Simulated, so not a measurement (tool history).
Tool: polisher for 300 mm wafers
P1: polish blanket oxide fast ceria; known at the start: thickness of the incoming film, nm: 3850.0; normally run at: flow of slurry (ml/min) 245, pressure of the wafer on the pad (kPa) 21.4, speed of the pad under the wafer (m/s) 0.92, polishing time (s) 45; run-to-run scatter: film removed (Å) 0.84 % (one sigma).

run	hour	flow of slurry (ml/min)	pressure of the wafer on the pad (kPa)	speed of the pad under the wafer (m/s)	polishing time (s)	wafers polished on this pad	hours since the slurry nozzle was cleaned	hours since the head pressure was calibrated	film removed (Å)
1	9.8	245	21.4	0.92	45	250	200.5	125.6	6738.7
# hour 16.5: head pressure recalibrated
2	20.2	245	21.4	0.56	45	343	210.9	3.7	4126.9
3	30.2	375	21.4	0.92	45	431	220.9	13.7	7085.1
4	40.8	245	21.4	0.92	68	526	231.5	24.3	10287.0
5	48.7	330	13.8	0.92	45	596	239.4	32.2	4590.6
6	56.7	245	21.4	0.92	45	667	247.4	40.2	6769.4
7	67.8	245	21.4	0.92	45	765	258.5	51.3	6727.1
8	75.8	150	21.4	0.92	31	836	266.5	59.3	4419.9
9	87.6	245	9.7	0.92	45	941	278.3	71.1	3046.3
10	98.6	245	21.4	0.92	45	1039	289.3	82.1	6772.6
11	108.4	245	21.4	0.92	45	1126	299.1	91.9	6767.3
12	114.2	245	21.4	1.44	45	1177	304.9	97.7	10474.0
13	120.4	145	21.4	0.92	45	1232	311.1	103.9	6342.7
14	130.2	245	31.0	0.92	45	1320	320.9	113.7	9936.1
15	137.9	245	21.4	0.92	45	1388	328.6	121.4	6721.8
16	146.0	245	21.4	0.92	20	1460	336.7	129.5	3036.2
17	154.8	245	21.4	0.92	45	1538	345.5	138.3	6734.1
18	161.8	245	21.4	0.92	45	1600	352.5	145.3	6617.4
19	169.8	245	21.4	0.92	45	1671	360.5	153.3	6527.1
20	182.5	245	21.4	0.92	45	1784	373.2	166.0	6475.2
21	192.4	245	21.4	0.92	45	1872	383.1	175.9	6301.9
# hour 194.4: worn pad replaced by a new one
22	199.0	245	21.4	0.92	45	41	389.7	182.5	6431.0
23	211.7	245	21.4	0.92	45	153	402.4	195.2	6516.3

What P1 gives has crept away from where it was. These 2 causes fit the log equally well, each at the size given:
A: slurry flow missing at the pad, % = 34.6
B: head's pressure below its setpoint, % = 5.54
The creep began at about hour 154.8.
Why every other cause is out:
removal rate lost through wear of the pad, %: serviced at hour 194.4, which brought nothing back

4 check runs are offered, each on 3 wafers whose results are averaged, their results left as question marks. Which one tells the causes apart?
check 1	224.4	245	10.3	0.92	21				?
check 2	224.4	245	10.3	1.26	45				?
check 3	224.4	145	21.4	0.92	66				?
check 4	224.4	245	10.3	0.92	64				?

What each check would give under each cause:
check	result	if A	if B
check 1	film removed (Å)	1453.0	1452.9
check 2	film removed (Å)	4264.3	4264.0
check 3	film removed (Å)	8460.4	8764.5
check 4	film removed (Å)	4428.3	4428.0
How far apart the two closest causes lie, in the result that separates them most: check 1 0.01 %; check 2 0.01 %; check 3 3.53 %; check 4 0.01 %
Check 3 tells the causes apart: in the others they would give nearly the same result.

Check 3 was then run and gave: film removed (Å) 8731.0. Which cause is it?

It is B: head's pressure below its setpoint, %.

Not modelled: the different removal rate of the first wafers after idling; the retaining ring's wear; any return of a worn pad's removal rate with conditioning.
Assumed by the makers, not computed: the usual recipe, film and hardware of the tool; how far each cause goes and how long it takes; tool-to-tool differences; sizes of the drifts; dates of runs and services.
